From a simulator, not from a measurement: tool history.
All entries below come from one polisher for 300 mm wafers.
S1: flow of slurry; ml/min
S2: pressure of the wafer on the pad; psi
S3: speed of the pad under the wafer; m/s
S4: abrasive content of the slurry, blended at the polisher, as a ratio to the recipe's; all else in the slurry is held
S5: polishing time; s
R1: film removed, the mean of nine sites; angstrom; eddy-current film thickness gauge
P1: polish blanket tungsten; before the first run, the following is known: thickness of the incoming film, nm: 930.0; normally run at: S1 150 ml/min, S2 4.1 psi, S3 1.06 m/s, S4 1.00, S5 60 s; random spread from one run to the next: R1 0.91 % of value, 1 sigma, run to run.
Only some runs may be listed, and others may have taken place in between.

Run 1, hour 7.4: S1 150 ml/min, S2 4.1 psi, S3 1.06 m/s, S4 1.00, S5 60 s. Result: R1 2669.9 angstrom.
Run 2, hour 16.3: S1 150 ml/min, S2 4.1 psi, S3 1.06 m/s, S4 1.00, S5 60 s. Result: R1 2665.5 angstrom.
Run 3, hour 30.3: S1 150 ml/min, S2 4.1 psi, S3 0.66 m/s, S4 1.00, S5 60 s. Result: R1 1668.9 angstrom.
Run 4, hour 43.2: S1 200 ml/min, S2 4.1 psi, S3 1.06 m/s, S4 1.00, S5 60 s. Result: R1 2836.0 angstrom.
Run 5, hour 53.2: S1 150 ml/min, S2 4.1 psi, S3 1.06 m/s, S4 1.00, S5 81 s. Result: R1 3635.3 angstrom.
Run 6, hour 69.4: S1 150 ml/min, S2 4.1 psi, S3 1.06 m/s, S4 1.35, S5 60 s. Result: R1 2865.8 angstrom.
Run 7, hour 86.4: S1 150 ml/min, S2 1.9 psi, S3 1.06 m/s, S4 1.00, S5 60 s. Result: R1 1274.2 angstrom.
Run 8, hour 98.3: S1 150 ml/min, S2 4.1 psi, S3 1.06 m/s, S4 1.00, S5 39 s. Result: R1 1748.4 angstrom.
Run 9, hour 112.2: S1 90 ml/min, S2 4.1 psi, S3 1.06 m/s, S4 1.00, S5 60 s. Result: R1 2424.4 angstrom.
Run 10, hour 126.6: S1 150 ml/min, S2 2.7 psi, S3 1.54 m/s, S4 1.00, S5 60 s. Result: R1 2589.7 angstrom.
Run 11, hour 141.3: S1 150 ml/min, S2 4.1 psi, S3 1.62 m/s, S4 1.00, S5 60 s. Result: R1 4078.0 angstrom.
Run 12, hour 156.4: S1 150 ml/min, S2 6.1 psi, S3 1.06 m/s, S4 1.00, S5 60 s. Result: R1 4025.4 angstrom.
Run 13, hour 169.2: S1 150 ml/min, S2 4.1 psi, S3 1.06 m/s, S4 0.60, S5 30 s. Result: R1 1206.5 angstrom.
Run 14, hour 179.9: S1 150 ml/min, S2 4.1 psi, S3 1.06 m/s, S4 1.00, S5 60 s. Result: R1 2671.0 angstrom.
Run 15, hour 189.9: S1 150 ml/min, S2 4.1 psi, S3 1.06 m/s, S4 0.60, S5 60 s. Result: R1 2388.1 angstrom.
Run 16, hour 198.4: S1 150 ml/min, S2 4.1 psi, S3 1.06 m/s, S4 1.00, S5 60 s. Result: R1 2672.7 angstrom.
Run 17, hour 206.2: S1 185 ml/min, S2 1.9 psi, S3 1.06 m/s, S4 1.00, S5 60 s. Result: R1 1298.7 angstrom.
Run 18, hour 219.7: S1 150 ml/min, S2 4.1 psi, S3 1.06 m/s, S4 1.00, S5 60 s. Result: R1 2711.3 angstrom.
Run 19, hour 227.6: S1 150 ml/min, S2 4.1 psi, S3 1.06 m/s, S4 1.00, S5 60 s. Result: R1 2738.1 angstrom.
Run 20, hour 237.0: S1 150 ml/min, S2 4.1 psi, S3 1.06 m/s, S4 1.00, S5 60 s. Result: R1 2617.7 angstrom.
Run 21, hour 250.7: S1 150 ml/min, S2 4.1 psi, S3 1.06 m/s, S4 1.00, S5 60 s. Result: R1 2511.0 angstrom.
Run 22, hour 267.2: S1 150 ml/min, S2 4.1 psi, S3 1.06 m/s, S4 1.00, S5 60 s. Result: R1 2510.1 angstrom.
At hour 271.7: slurry blender recalibrated.
At hour 272.8: head pressure recalibrated.
At hour 272.8: slurry tank refilled with fresh slurry and peroxide.
Run 23, hour 280.1: S1 150 ml/min, S2 4.1 psi, S3 1.06 m/s, S4 1.00, S5 60 s. Result: R1 2447.3 angstrom.
Run 24, hour 287.9: S1 150 ml/min, S2 4.1 psi, S3 1.06 m/s, S4 1.00, S5 60 s. Result: R1 2428.9 angstrom.
Run 25, hour 295.6: S1 150 ml/min, S2 4.1 psi, S3 1.06 m/s, S4 1.00, S5 60 s. Result: R1 2393.9 angstrom.
Run 26, hour 305.7: S1 150 ml/min, S2 4.1 psi, S3 1.06 m/s, S4 1.00, S5 60 s. Result: R1 2449.0 angstrom.
Run 27, hour 317.9: S1 150 ml/min, S2 4.1 psi, S3 1.06 m/s, S4 1.00, S5 60 s. Result: R1 2468.7 angstrom.
Run 28, hour 333.8: S1 150 ml/min, S2 4.1 psi, S3 1.06 m/s, S4 1.00, S5 60 s. Result: R1 2416.0 angstrom.

P1 has crept away from where it was. The log is fitted equally well by each of these 2 causes, at the sizes shown:
A: slurry flow missing at the pad, % = 37.8
B: removal rate lost through wear of the pad, % = 9.81
At approximately hour 227.6, the process output began to creep.
Why every other cause is out:
head's pressure below its setpoint, %: serviced at hour 272.8, which brought nothing back
abrasive missing from the slurry, %: serviced at hour 271.7, which brought nothing back
peroxide lost from the slurry, %: serviced at hour 272.8, which brought nothing back

The 4 check runs listed below each average the results of 2 wafers, and their outcomes are marked with question marks. Under which run would the listed causes produce clearly different results?
Run check 1, hour 349.7: S1 90 ml/min, S2 4.1 psi, S3 1.06 m/s, S4 1.00, S5 60 s. Result: R1 ?.
Run check 2, hour 349.7: S1 150 ml/min, S2 4.1 psi, S3 1.56 m/s, S4 1.00, S5 60 s. Result: R1 ?.
Run check 3, hour 349.7: S1 150 ml/min, S2 5.2 psi, S3 0.68 m/s, S4 1.00, S5 60 s. Result: R1 ?.
Run check 4, hour 349.7: S1 150 ml/min, S2 2.3 psi, S3 1.58 m/s, S4 1.00, S5 60 s. Result: R1 ?.

Check results expected under each cause:
  check  result    if A    if B
check 1      R1  2040.0  2160.6
check 2      R1  3560.2  3560.3
check 3      R1  1968.3  1968.3
check 4      R1  2022.8  2022.9
Separation of the two closest causes in each check, using whichever result separates them best: check 1 5.75 %; check 2 0 %; check 3 0 %; check 4 0 %
Of the check runs offered, only check 1 discriminates between the causes; the rest would read about the same regardless of which cause applies.

Check 1 has now been run. It gave: R1 2165.9 angstrom. Which of the candidate causes is it?

It is B: removal rate lost through wear of the pad, %.
